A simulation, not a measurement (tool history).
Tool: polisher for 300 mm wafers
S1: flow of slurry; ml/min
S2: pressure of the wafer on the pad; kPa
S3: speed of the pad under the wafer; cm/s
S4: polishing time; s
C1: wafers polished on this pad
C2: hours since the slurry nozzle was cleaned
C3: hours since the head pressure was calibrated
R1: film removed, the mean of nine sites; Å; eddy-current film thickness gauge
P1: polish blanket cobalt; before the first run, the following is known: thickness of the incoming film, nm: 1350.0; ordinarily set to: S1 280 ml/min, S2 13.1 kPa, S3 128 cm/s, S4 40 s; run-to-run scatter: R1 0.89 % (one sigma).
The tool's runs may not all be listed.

Run 1, hour 6.9: S1 280 ml/min, S2 13.1 kPa, S3 128 cm/s, S4 40 s; C1 1087; C2 477.7; C3 588.9. Result: R1 2049.90 Å.
Run 2, hour 12.2: S1 170 ml/min, S2 13.1 kPa, S3 128 cm/s, S4 40 s; C1 1160; C2 483.0; C3 594.2. Result: R1 1925.60 Å.
Run 3, hour 22.0: S1 280 ml/min, S2 13.1 kPa, S3 128 cm/s, S4 40 s; C1 1294; C2 492.8; C3 604.0. Result: R1 2091.00 Å.
Run 4, hour 31.6: S1 280 ml/min, S2 17.2 kPa, S3 128 cm/s, S4 40 s; C1 1426; C2 502.4; C3 613.6. Result: R1 2696.70 Å.
Run 5, hour 37.9: S1 280 ml/min, S2 6.2 kPa, S3 128 cm/s, S4 52 s; C1 1512; C2 508.7; C3 619.9. Result: R1 1272.20 Å.
Run 6, hour 47.6: S1 280 ml/min, S2 13.1 kPa, S3 174 cm/s, S4 40 s; C1 1645; C2 518.4; C3 629.6. Result: R1 2825.80 Å.
Run 7, hour 54.1: S1 280 ml/min, S2 13.1 kPa, S3 128 cm/s, S4 40 s; C1 1734; C2 524.9; C3 636.1. Result: R1 2088.80 Å.
Run 8, hour 63.5: S1 280 ml/min, S2 13.1 kPa, S3 128 cm/s, S4 40 s; C1 1863; C2 534.3; C3 645.5. Result: R1 2071.90 Å.
Run 9, hour 68.5: S1 280 ml/min, S2 13.1 kPa, S3 128 cm/s, S4 40 s; C1 1931; C2 539.3; C3 650.5. Result: R1 2083.80 Å.
Run 10, hour 74.1: S1 360 ml/min, S2 13.1 kPa, S3 128 cm/s, S4 40 s; C1 2008; C2 544.9; C3 656.1. Result: R1 2136.20 Å.
Run 11, hour 83.3: S1 280 ml/min, S2 13.1 kPa, S3 100 cm/s, S4 31 s; C1 2134; C2 554.1; C3 665.3. Result: R1 1278.30 Å.
Run 12, hour 92.3: S1 280 ml/min, S2 13.1 kPa, S3 60 cm/s, S4 40 s; C1 2257; C2 563.1; C3 674.3. Result: R1 974.53 Å.
Run 13, hour 99.2: S1 280 ml/min, S2 13.1 kPa, S3 128 cm/s, S4 60 s; C1 2352; C2 570.0; C3 681.2. Result: R1 3087.50 Å.
Run 14, hour 104.3: S1 280 ml/min, S2 13.1 kPa, S3 128 cm/s, S4 27 s; C1 2422; C2 575.1; C3 686.3. Result: R1 1407.80 Å.
Run 15, hour 113.4: S1 280 ml/min, S2 6.2 kPa, S3 128 cm/s, S4 40 s; C1 2546; C2 584.2; C3 695.4. Result: R1 972.57 Å.
Run 16, hour 121.4: S1 280 ml/min, S2 13.1 kPa, S3 128 cm/s, S4 40 s; C1 2656; C2 592.2; C3 703.4. Result: R1 2100.10 Å.
Run 17, hour 130.8: S1 280 ml/min, S2 13.1 kPa, S3 128 cm/s, S4 40 s; C1 2785; C2 601.6; C3 712.8. Result: R1 2033.30 Å.
Run 18, hour 136.6: S1 280 ml/min, S2 13.1 kPa, S3 128 cm/s, S4 40 s; C1 2864; C2 607.4; C3 718.6. Result: R1 2022.90 Å.
Run 19, hour 143.0: S1 280 ml/min, S2 13.1 kPa, S3 128 cm/s, S4 40 s; C1 2952; C2 613.8; C3 725.0. Result: R1 1991.10 Å.

What will run 20 give?
Run 20, hour 153.3: S1 280 ml/min, S2 13.1 kPa, S3 128 cm/s, S4 40 s; C1 3093; C2 624.1; C3 735.3. Result: R1 ?.

Run 20 measured R1 1983.40 Å.

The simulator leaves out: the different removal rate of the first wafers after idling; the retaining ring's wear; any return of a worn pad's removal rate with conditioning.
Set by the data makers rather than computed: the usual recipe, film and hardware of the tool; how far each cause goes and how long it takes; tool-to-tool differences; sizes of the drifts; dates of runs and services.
